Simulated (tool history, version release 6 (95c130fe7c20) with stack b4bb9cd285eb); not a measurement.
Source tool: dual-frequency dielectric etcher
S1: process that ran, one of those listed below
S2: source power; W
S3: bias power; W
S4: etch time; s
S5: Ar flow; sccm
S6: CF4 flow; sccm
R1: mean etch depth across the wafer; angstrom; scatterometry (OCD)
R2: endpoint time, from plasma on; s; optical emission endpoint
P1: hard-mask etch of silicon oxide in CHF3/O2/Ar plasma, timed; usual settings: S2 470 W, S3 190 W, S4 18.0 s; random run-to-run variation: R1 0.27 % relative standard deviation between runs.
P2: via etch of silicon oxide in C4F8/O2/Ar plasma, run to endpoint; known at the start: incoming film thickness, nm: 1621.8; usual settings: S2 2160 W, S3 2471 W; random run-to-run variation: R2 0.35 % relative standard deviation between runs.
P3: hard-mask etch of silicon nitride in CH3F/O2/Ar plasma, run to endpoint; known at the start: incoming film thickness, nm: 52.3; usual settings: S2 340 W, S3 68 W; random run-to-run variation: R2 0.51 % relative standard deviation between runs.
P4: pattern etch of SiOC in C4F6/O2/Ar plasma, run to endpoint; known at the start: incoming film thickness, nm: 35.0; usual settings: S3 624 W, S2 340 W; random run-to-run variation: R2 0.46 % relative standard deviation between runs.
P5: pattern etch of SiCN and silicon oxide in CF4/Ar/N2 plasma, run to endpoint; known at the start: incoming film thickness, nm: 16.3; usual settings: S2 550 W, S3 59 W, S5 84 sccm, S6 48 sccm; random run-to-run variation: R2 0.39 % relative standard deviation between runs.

run   hour  S1    S2    S3    S4   S5  S6      R1       R2
  1   11.0  P1   470   190  18.0           323.95
  2   27.0  P1   470   135  18.0           288.37
  3   43.4  P1   360   190  18.0           291.37
  4   52.0  P5   780    59         84  48           12.835
  5   64.2  P2  2160  2471                         292.510
  6   73.9  P4   340   624                          11.695
  7   91.2  P2  2160  2956                         279.360
  8  107.8  P1   470   190  18.0           322.18
  9  121.4  P5   550    59        118  48           18.503
 10  135.5  P2  1480  2471                         342.670
 11  144.5  P4   280   624                          12.534
 12  161.6  P5   550    59         84  64           16.546
 13  172.2  P1   470   190  18.0           322.84
 14  183.4  P1   470   190  18.0           323.27
 15  193.6  P1   470   190  18.0           323.71
 16  205.6  P1   470   153  25.5           425.18
 17  222.4  P5   550    59         84  48           17.305
 18  239.5  P3   340    68                          83.542
 19  255.3  P1   470   190  18.0           323.85
 20  268.8  P1   470   190  22.5           406.03
 21  279.0  P1   470   228  10.0           191.17
 22  288.3  P1   670   190  18.0           370.09
 23  304.3  P3   230    68                          96.345
 24  312.3  P5   550    44         84  48           18.993
 25  326.2  P5   550    59         84  48           17.320
 26  339.4  P3   340    56                          89.158
 27  353.0  P1   370   228  18.0           316.00
 28  367.1  P1   470   190  10.5           188.81
 29  380.0  P1   470   257  18.0           360.08
 30  392.9  P3   340    68                          83.270
 31  404.7  P4   340   766                          10.741
 32  416.1  P2  2160  2471                         292.690
 33  432.2  P1   470   190  18.0           324.75
 34  440.6  P1   470   190  18.0           323.57
 35  450.5  P1   470   190  18.0           321.25
 36  465.6  P1   470   190  18.0           320.51
 37  476.9  P1   470   190  18.0           319.06
     477.8  -- wet clean of the chamber
 38  487.2  P1   470   190  18.0           318.98
 39  495.9  P1   470   190  18.0           319.34
 40  512.4  P1   470   190  18.0           318.17
 41  528.7  P1   470   190  18.0           319.59
 42  541.4  P1   470   190  18.0           319.47
 43  553.4  P1   470   190  18.0           318.89

Compared with where it was, what P1 gives has crept away. Each cause listed below fits the log as well as the rest, at the size given for it:
A: source power that arrives under what is set, % = 3.98
B: bias power that arrives under what is set, % = 4.38
The drift started at roughly hour 432.2.
Every other cause this tool's parts could produce, and why it does not fit the log:
chamber walls in a state that lowers the etch rate, %: serviced at hour 477.8, which brought nothing back

Which of the 4 check runs listed below, each an average over 2 wafers with its results shown as question marks, gives clearly different results under the different listed causes?
check 1  565.4  P4   340   624                   ?
check 2  565.4  P3   340    68                   ?
check 3  565.4  P5   550    59      84  48       ?
check 4  565.4  P2  2160  2471                   ?

How each check would come out, cause by cause:
  check  result     if A     if B
check 1      R2   11.850   11.880
check 2      R2   84.721   84.710
check 3      R2   17.982   17.602
check 4      R2  298.760  297.930
Separation of the two closest causes in each check, using whichever result separates them best: check 1 0.25 %; check 2 0.01 %; check 3 2.13 %; check 4 0.28 %
Only check 3 tells the causes apart: in the others they would give nearly the same result.

Check 3 was carried out, with these results: R2 17.607 s. Which of the listed causes is responsible?

It was cause B: bias power that arrives under what is set, %.
